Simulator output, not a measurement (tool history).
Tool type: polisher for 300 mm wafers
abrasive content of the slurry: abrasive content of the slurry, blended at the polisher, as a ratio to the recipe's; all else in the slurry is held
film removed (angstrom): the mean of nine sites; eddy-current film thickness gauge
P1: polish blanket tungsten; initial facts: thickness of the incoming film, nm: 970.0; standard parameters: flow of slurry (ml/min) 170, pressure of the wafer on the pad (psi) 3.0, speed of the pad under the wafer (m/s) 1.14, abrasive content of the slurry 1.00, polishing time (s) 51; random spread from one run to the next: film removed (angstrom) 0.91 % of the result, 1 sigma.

run,hour,flow of slurry (ml/min),pressure of the wafer on the pad (psi),speed of the pad under the wafer (m/s),abrasive content of the slurry,polishing time (s),wafers polished on this pad,hours since the slurry nozzle was cleaned,hours since the head pressure was calibrated,hours since the slurry blender was calibrated,hours since the slurry got fresh peroxide,film removed (angstrom)
1,15.0,170,3.0,1.14,1.00,51,253,542.9,591.4,167.4,27.5,2505.5
2,27.6,170,3.9,1.14,1.00,51,354,555.5,604.0,180.0,40.1,3184.0
3,39.5,255,3.0,1.14,1.00,51,449,567.4,615.9,191.9,52.0,2613.5
4,50.9,170,1.6,1.14,1.00,70,540,578.8,627.3,203.3,63.4,1860.9
5,65.3,170,3.0,1.14,1.00,51,656,593.2,641.7,217.7,77.8,2492.1
6,76.4,170,3.0,1.14,1.00,51,745,604.3,652.8,228.8,88.9,2531.6
7,85.5,170,3.0,1.14,1.00,51,818,613.4,661.9,237.9,98.0,2485.9
8,101.6,110,3.0,1.14,1.00,51,946,629.5,678.0,254.0,114.1,2271.9
# hour 116.6: worn pad replaced by a new one
9,117.5,170,3.0,0.54,1.00,51,7,645.4,693.9,269.9,130.0,1197.7
10,127.7,170,3.0,1.14,1.00,51,88,655.6,704.1,280.1,140.2,2513.3
# hour 131.8: head pressure recalibrated
# hour 133.7: slurry tank refilled with fresh slurry and peroxide
11,140.8,170,3.0,1.14,0.55,51,193,668.7,9.0,293.2,7.1,2180.2
12,152.9,170,3.0,1.14,1.50,51,290,680.8,21.1,305.3,19.2,2720.6
13,164.3,170,3.0,1.14,1.00,51,382,692.2,32.5,316.7,30.6,2499.5
14,172.7,170,3.0,1.14,1.00,51,449,700.6,40.9,325.1,39.0,2512.5
15,189.1,170,3.0,1.14,1.00,79,580,717.0,57.3,341.5,55.4,3834.3
16,206.3,170,3.0,1.14,1.00,29,718,734.2,74.5,358.7,72.6,1417.3
# hour 215.4: slurry nozzle cleaned
17,218.3,170,3.0,1.68,1.00,51,814,2.9,86.5,370.7,84.6,3651.6
18,226.2,170,2.1,1.14,1.00,51,877,10.8,94.4,378.6,92.5,1760.6
19,242.1,170,3.0,1.14,1.00,51,1005,26.7,110.3,394.5,108.4,2459.9
20,257.8,170,3.0,1.14,1.00,51,1130,42.4,126.0,410.2,124.1,2354.2
21,273.1,170,3.0,1.14,1.00,51,1253,57.7,141.3,425.5,139.4,2347.0
# hour 283.6: worn pad replaced by a new one
22,285.2,170,3.0,1.14,1.00,51,12,69.8,153.4,437.6,151.5,2316.3
# hour 295.2: slurry blender recalibrated
23,300.4,170,3.0,1.14,1.00,51,134,85.0,168.6,5.2,166.7,2288.1
# hour 305.2: head pressure recalibrated
24,314.7,170,3.0,1.14,1.00,51,249,99.3,9.5,19.5,181.0,2269.7
25,323.5,170,3.0,1.14,1.00,51,319,108.1,18.3,28.3,189.8,2251.3
26,332.3,170,3.0,1.14,1.00,51,390,116.9,27.1,37.1,198.6,2283.3

P1 has crept away from where it was. The log is fitted equally well by each of these 2 causes, at the sizes shown:
A: slurry flow missing at the pad, % = 39.8
B: peroxide lost from the slurry, % = 22.5
Creep in the process output first set in at about hour 242.1.
All other causes, with the reason each is excluded:
removal rate lost through wear of the pad, %: serviced after onset, at hour 283.6, with no recovery of the prior output
head's pressure below its setpoint, %: serviced after onset, at hour 305.2, with no recovery of the prior output
abrasive missing from the slurry, %: serviced after onset, at hour 295.2, with no recovery of the prior output

The list below offers 4 check runs, each averaging the results of 3 wafers, and shows each result as a question mark. For which of them would the listed causes give clearly different results?
check 1,341.1,170,3.0,1.68,1.00,79,,,,,,?
check 2,341.1,170,3.0,0.60,1.00,51,,,,,,?
check 3,341.1,170,3.0,0.58,1.00,79,,,,,,?
check 4,341.1,115,3.0,1.14,1.45,51,,,,,,?

If the cause were each of the candidates in turn, the checks would give the following:
check,result,if A,if B
check 1,film removed (angstrom),5153.7,5151.4
check 2,film removed (angstrom),1188.2,1187.7
check 3,film removed (angstrom),1779.3,1778.5
check 4,film removed (angstrom),2203.6,2295.4
Per check, the gap between the least separated pair of causes, taken in the result that splits them most: check 1 0.05 %; check 2 0.05 %; check 3 0.05 %; check 4 4.08 %
Check 4 distinguishes between the causes, while the remaining checks would return nearly the same result for all of them.

Running check 4 produced the following: film removed (angstrom) 2189.5. Which one of the listed causes fits?

A is the cause: slurry flow missing at the pad, %.
